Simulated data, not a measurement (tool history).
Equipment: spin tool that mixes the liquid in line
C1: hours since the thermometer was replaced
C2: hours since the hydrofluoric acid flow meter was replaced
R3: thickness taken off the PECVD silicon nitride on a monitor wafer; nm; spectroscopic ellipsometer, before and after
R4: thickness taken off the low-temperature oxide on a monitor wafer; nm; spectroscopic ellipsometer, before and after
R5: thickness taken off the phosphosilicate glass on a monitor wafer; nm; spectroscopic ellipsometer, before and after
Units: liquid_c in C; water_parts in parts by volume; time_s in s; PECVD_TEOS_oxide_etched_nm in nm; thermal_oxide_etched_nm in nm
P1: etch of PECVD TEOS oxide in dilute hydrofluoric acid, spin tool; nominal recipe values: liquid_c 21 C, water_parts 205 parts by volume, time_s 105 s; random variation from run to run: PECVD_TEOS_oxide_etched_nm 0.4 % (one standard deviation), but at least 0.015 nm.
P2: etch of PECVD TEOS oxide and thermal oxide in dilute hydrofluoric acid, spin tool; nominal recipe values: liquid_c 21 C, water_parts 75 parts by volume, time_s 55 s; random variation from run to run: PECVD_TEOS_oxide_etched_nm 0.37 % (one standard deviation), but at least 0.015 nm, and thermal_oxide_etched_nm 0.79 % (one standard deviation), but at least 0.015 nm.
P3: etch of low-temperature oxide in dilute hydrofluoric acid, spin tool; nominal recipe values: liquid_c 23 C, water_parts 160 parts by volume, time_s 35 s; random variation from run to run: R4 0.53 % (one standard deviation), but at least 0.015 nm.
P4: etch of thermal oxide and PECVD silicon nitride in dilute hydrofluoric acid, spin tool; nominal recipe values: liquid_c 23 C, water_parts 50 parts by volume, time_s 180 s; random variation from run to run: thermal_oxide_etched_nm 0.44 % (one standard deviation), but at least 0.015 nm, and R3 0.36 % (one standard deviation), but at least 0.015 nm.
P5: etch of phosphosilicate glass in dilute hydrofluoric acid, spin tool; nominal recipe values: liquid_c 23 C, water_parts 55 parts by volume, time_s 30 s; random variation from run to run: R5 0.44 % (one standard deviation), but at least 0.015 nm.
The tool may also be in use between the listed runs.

Run 1, hour 10.3: process P1, liquid_c 21 C, water_parts 205 parts by volume, time_s 105 s; C1 644.1; C2 713.4. Result: PECVD_TEOS_oxide_etched_nm 8.6444 nm.
Run 2, hour 20.5: process P1, liquid_c 17 C, water_parts 205 parts by volume, time_s 105 s; C1 654.3; C2 723.6. Result: PECVD_TEOS_oxide_etched_nm 7.4739 nm.
Run 3, hour 33.8: process P1, liquid_c 21 C, water_parts 205 parts by volume, time_s 210 s; C1 667.6; C2 736.9. Result: PECVD_TEOS_oxide_etched_nm 17.269 nm.
Run 4, hour 41.5: process P1, liquid_c 21 C, water_parts 205 parts by volume, time_s 105 s; C1 675.3; C2 744.6. Result: PECVD_TEOS_oxide_etched_nm 8.6777 nm.
Run 5, hour 53.6: process P1, liquid_c 21 C, water_parts 205 parts by volume, time_s 105 s; C1 687.4; C2 756.7. Result: PECVD_TEOS_oxide_etched_nm 8.7172 nm.
Run 6, hour 61.3: process P4, liquid_c 23 C, water_parts 50 parts by volume, time_s 180 s; C1 695.1; C2 764.4. Result: thermal_oxide_etched_nm 17.645 nm, R3 16.525 nm.
Run 7, hour 71.7: process P3, liquid_c 30 C, water_parts 160 parts by volume, time_s 35 s; C1 705.5; C2 774.8. Result: R4 5.16 nm.
Run 8, hour 78.9: process P5, liquid_c 23 C, water_parts 95 parts by volume, time_s 30 s; C1 712.7; C2 782. Result: R5 51.454 nm.
Run 9, hour 86: process P2, liquid_c 28.5 C, water_parts 75 parts by volume, time_s 55 s; C1 719.8; C2 789.1. Result: PECVD_TEOS_oxide_etched_nm 11.358 nm, thermal_oxide_etched_nm 4.4334 nm.
Run 10, hour 95.6: process P1, liquid_c 25 C, water_parts 125 parts by volume, time_s 105 s; C1 729.4; C2 798.7. Result: PECVD_TEOS_oxide_etched_nm 18.076 nm.
Run 11, hour 102.3: process P5, liquid_c 23 C, water_parts 55 parts by volume, time_s 30 s; C1 736.1; C2 805.4. Result: R5 93.599 nm.
Run 12, hour 108.6: process P2, liquid_c 21 C, water_parts 75 parts by volume, time_s 55 s; C1 742.4; C2 811.7. Result: PECVD_TEOS_oxide_etched_nm 8.3425 nm, thermal_oxide_etched_nm 3.314 nm.
Run 13, hour 120.2: process P2, liquid_c 21 C, water_parts 75 parts by volume, time_s 55 s; C1 754; C2 823.3. Result: PECVD_TEOS_oxide_etched_nm 8.3446 nm, thermal_oxide_etched_nm 3.2635 nm.
Run 14, hour 126.7: process P5, liquid_c 23 C, water_parts 55 parts by volume, time_s 15 s; C1 760.5; C2 829.8. Result: R5 46.595 nm.
Run 15, hour 139.5: process P4, liquid_c 23 C, water_parts 50 parts by volume, time_s 75 s; C1 773.3; C2 842.6. Result: thermal_oxide_etched_nm 7.3277 nm, R3 6.8719 nm.
Run 16, hour 146.4: process P3, liquid_c 23 C, water_parts 75 parts by volume, time_s 35 s; C1 780.2; C2 849.5. Result: R4 9.3103 nm.
Run 17, hour 158: process P5, liquid_c 30 C, water_parts 55 parts by volume, time_s 30 s; C1 791.8; C2 861.1. Result: R5 124.25 nm.
Run 18, hour 168.7: process P3, liquid_c 23 C, water_parts 160 parts by volume, time_s 15 s; C1 802.5; C2 871.8. Result: R4 1.6989 nm.
Run 19, hour 180.7: process P1, liquid_c 21 C, water_parts 110 parts by volume, time_s 105 s; C1 814.5; C2 883.8. Result: PECVD_TEOS_oxide_etched_nm 17.822 nm.
Run 20, hour 192.4: process P1, liquid_c 21 C, water_parts 205 parts by volume, time_s 105 s; C1 826.2; C2 895.5. Result: PECVD_TEOS_oxide_etched_nm 8.6929 nm.
Run 21, hour 205.5: process P1, liquid_c 21 C, water_parts 310 parts by volume, time_s 60 s; C1 839.3; C2 908.6. Result: PECVD_TEOS_oxide_etched_nm 2.9789 nm.
Run 22, hour 215.1: process P1, liquid_c 21 C, water_parts 335 parts by volume, time_s 105 s; C1 848.9; C2 918.2. Result: PECVD_TEOS_oxide_etched_nm 4.6692 nm.
Run 23, hour 223.5: process P1, liquid_c 26 C, water_parts 205 parts by volume, time_s 105 s; C1 857.3; C2 926.6. Result: PECVD_TEOS_oxide_etched_nm 10.469 nm.
Run 24, hour 231.2: process P3, liquid_c 23 C, water_parts 160 parts by volume, time_s 35 s; C1 865; C2 934.3. Result: R4 3.9412 nm.
Run 25, hour 244.8: process P4, liquid_c 29 C, water_parts 50 parts by volume, time_s 180 s; C1 878.6; C2 947.9. Result: thermal_oxide_etched_nm 22.189 nm, R3 24.608 nm.
Run 26, hour 256.4: process P1, liquid_c 21 C, water_parts 205 parts by volume, time_s 30 s; C1 890.2; C2 959.5. Result: PECVD_TEOS_oxide_etched_nm 2.5109 nm.

Predict the results of run 27:
Run 27, hour 267.4: process P2, liquid_c 21 C, water_parts 75 parts by volume, time_s 110 s; C1 901.2; C2 970.5. Result: PECVD_TEOS_oxide_etched_nm ?, thermal_oxide_etched_nm ?.

Run 27 gave PECVD_TEOS_oxide_etched_nm 16.65 nm, thermal_oxide_etched_nm 6.4694 nm.
